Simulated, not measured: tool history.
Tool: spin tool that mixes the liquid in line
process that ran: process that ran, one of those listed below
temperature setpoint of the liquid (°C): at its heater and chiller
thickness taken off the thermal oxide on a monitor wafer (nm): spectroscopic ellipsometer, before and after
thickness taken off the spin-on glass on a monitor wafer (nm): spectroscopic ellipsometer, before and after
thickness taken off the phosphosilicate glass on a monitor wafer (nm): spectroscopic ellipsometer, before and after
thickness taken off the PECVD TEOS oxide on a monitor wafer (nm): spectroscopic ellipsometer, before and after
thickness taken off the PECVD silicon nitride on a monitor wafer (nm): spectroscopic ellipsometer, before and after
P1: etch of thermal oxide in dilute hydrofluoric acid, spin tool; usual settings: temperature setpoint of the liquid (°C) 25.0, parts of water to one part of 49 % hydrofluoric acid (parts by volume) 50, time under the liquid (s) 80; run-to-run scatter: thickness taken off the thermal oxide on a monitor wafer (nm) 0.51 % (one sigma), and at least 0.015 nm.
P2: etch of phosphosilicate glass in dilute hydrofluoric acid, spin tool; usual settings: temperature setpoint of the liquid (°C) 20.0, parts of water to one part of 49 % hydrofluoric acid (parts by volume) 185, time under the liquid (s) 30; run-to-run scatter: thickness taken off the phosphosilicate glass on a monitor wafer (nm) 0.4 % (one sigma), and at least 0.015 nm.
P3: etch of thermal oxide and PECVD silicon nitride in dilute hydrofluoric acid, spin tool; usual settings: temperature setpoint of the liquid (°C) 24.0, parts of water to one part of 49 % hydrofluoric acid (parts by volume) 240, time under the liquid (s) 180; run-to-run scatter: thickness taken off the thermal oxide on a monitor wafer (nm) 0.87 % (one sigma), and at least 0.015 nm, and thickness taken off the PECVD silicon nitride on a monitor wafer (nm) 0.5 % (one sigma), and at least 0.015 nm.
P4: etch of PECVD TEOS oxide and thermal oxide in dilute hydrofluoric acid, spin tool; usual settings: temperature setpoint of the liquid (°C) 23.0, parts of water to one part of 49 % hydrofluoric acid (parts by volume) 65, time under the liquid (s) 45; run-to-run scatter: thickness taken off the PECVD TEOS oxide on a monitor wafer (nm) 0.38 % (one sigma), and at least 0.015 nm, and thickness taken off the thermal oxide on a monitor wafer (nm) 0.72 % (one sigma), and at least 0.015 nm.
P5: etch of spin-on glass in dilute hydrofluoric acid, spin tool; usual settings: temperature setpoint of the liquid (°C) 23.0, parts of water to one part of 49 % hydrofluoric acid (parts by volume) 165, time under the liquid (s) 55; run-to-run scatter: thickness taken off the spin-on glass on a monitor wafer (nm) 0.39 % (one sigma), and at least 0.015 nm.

run     day  process that ran  temperature setpoint of the liquid (°C)  parts of water to one part of 49 % hydrofluoric acid (parts by volume)  time under the liquid (s)  hours since the thermometer was replaced  hours since the hydrofluoric acid flow meter was replaced  thickness taken off the thermal oxide on a monitor wafer (nm)  thickness taken off the spin-on glass on a monitor wafer (nm)  thickness taken off the phosphosilicate glass on a monitor wafer (nm)  thickness taken off the PECVD TEOS oxide on a monitor wafer (nm)  thickness taken off the PECVD silicon nitride on a monitor wafer (nm)
  1   0.679                P1                                     25.0                                                                      50                         80                                    1912.0                                                     1182.5                                                         7.8555
  2   1.283                P1                                     18.0                                                                      50                         80                                    1926.5                                                     1197.0                                                         5.8591
  3   1.829                P5                                     23.0                                                                     165                         15                                    1939.6                                                     1210.1                                                                                                                        4.1794
  4   2.242                P5                                     23.0                                                                      75                         55                                    1949.5                                                     1220.0                                                                                                                       37.6000
  5   2.867                P2                                     26.5                                                                     185                         30                                    1964.5                                                     1235.0                                                                                                                                                                                               31.680
  6   3.167                P1                                     25.0                                                                      50                        160                                    1971.7                                                     1242.2                                                        15.5880
  7   3.512                P4                                     23.0                                                                      65                         45                                    1980.0                                                     1250.5                                                         3.1702                                                                                                                                                                                                 12.4940
  8   3.817                P1                                     32.0                                                                      50                        135                                    1987.3                                                     1257.8                                                        17.4950
  9   4.283                P2                                     20.0                                                                     185                         30                                    1998.5                                                     1269.0                                                                                                                                                                                               24.863
 10   4.742                P5                                     17.0                                                                     165                         55                                    2009.5                                                     1280.0                                                                                                                       12.1640
 11   5.171                P3                                     24.0                                                                     240                        265                                    2019.8                                                     1290.3                                                         4.4534                                                                                                                                                                                                                                                                         5.9586
 12   5.846                P4                                     17.0                                                                      65                         45                                    2036.0                                                     1306.5                                                         2.5040                                                                                                                                                                                                  9.6680
 13   6.471                P3                                     31.0                                                                     240                        180                                    2051.0                                                     1321.5                                                         3.8723                                                                                                                                                                                                                                                                         6.1374
 14   6.908                P1                                     30.5                                                                      50                         80                                    2061.5                                                     1332.0                                                         9.7064
 15   7.288                P3                                     24.0                                                                     240                        180                                    2070.6                                                     1341.1                                                         3.0848                                                                                                                                                                                                                                                                         4.0322
 16   7.621                P1                                     25.0                                                                      20                         80                                    2078.6                                                     1349.1                                                        20.2090
 17   8.225                P1                                     18.5                                                                      50                        160                                    2093.1                                                     1363.6                                                        11.8760
 18   8.775                P1                                     17.5                                                                      50                        115                                    2106.3                                                     1376.8                                                         8.2407
 19   9.133                P1                                     25.0                                                                      50                         80                                    2114.9                                                     1385.4                                                         7.8407
 20   9.608                P1                                     25.0                                                                      50                         15                                    2126.3                                                     1396.8                                                         1.4673
 21  10.254                P4                                     23.0                                                                      65                         45                                    2141.8                                                     1412.3                                                         3.1807                                                                                                                                                                                                 12.5420
 22  10.638                P1                                     25.0                                                                      50                         80                                    2151.0                                                     1421.5                                                         7.8093
 23  11.138                P1                                     25.0                                                                      50                         80                                    2163.0                                                     1433.5                                                         7.7888
 24  11.621                P2                                     20.0                                                                     185                         15                                    2174.6                                                     1445.1                                                                                                                                                                                               12.415
 25  12.033                P2                                     20.0                                                                     185                         30                                    2184.5                                                     1455.0                                                                                                                                                                                               24.774
 26  12.512                P2                                     20.0                                                                      50                         30                                    2196.0                                                     1466.5                                                                                                                                                                                              106.320
 27  13.062                P3                                     24.0                                                                     240                        180                                    2209.2                                                     1479.7                                                         3.0383                                                                                                                                                                                                                                                                         4.0425
 28  13.625                P3                                     24.0                                                                      50                        180                                    2222.7                                                     1493.2                                                        18.4520                                                                                                                                                                                                                                                                        18.9920
 29  13.921                P4                                     23.0                                                                      65                         15                                    2229.8                                                     1500.3                                                         1.0470                                                                                                                                                                                                  4.1456
 30  14.254                P1                                     25.0                                                                      75                         80                                    2237.8                                                     1508.3                                                         5.0291
 31  14.842                P4                                     23.0                                                                     115                         45                                    2251.9                                                     1522.4                                                         1.7043                                                                                                                                                                                                  6.6423
 32  15.150                P5                                     23.0                                                                     165                         55                                    2259.3                                                     1529.8                                                                                                                       15.3360
 33  15.812                P5                                     23.0                                                                     165                         55                                    2275.2                                                     1545.7                                                                                                                       15.3010
 34  16.433                P1                                     25.0                                                                      50                         80                                    2290.1                                                     1560.6                                                         7.7886
 35  16.821                P1                                     25.0                                                                      50                         80                                    2299.4                                                     1569.9                                                         8.0835
 36  17.338                P1                                     25.0                                                                      50                         80                                    2311.8                                                     1582.3                                                         8.4034
 37  17.708                P1                                     25.0                                                                      50                         80                                    2320.7                                                     1591.2                                                         8.4165
 38  18.129                P1                                     25.0                                                                      50                         80                                    2330.8                                                     1601.3                                                         8.5746

Run 39 comes next. What will it give?
 39  18.567                P1                                     25.0                                                                      50                         80                                    2341.3                                                     1611.8                                                              ?

thickness taken off the thermal oxide on a monitor wafer (nm): 8.4306
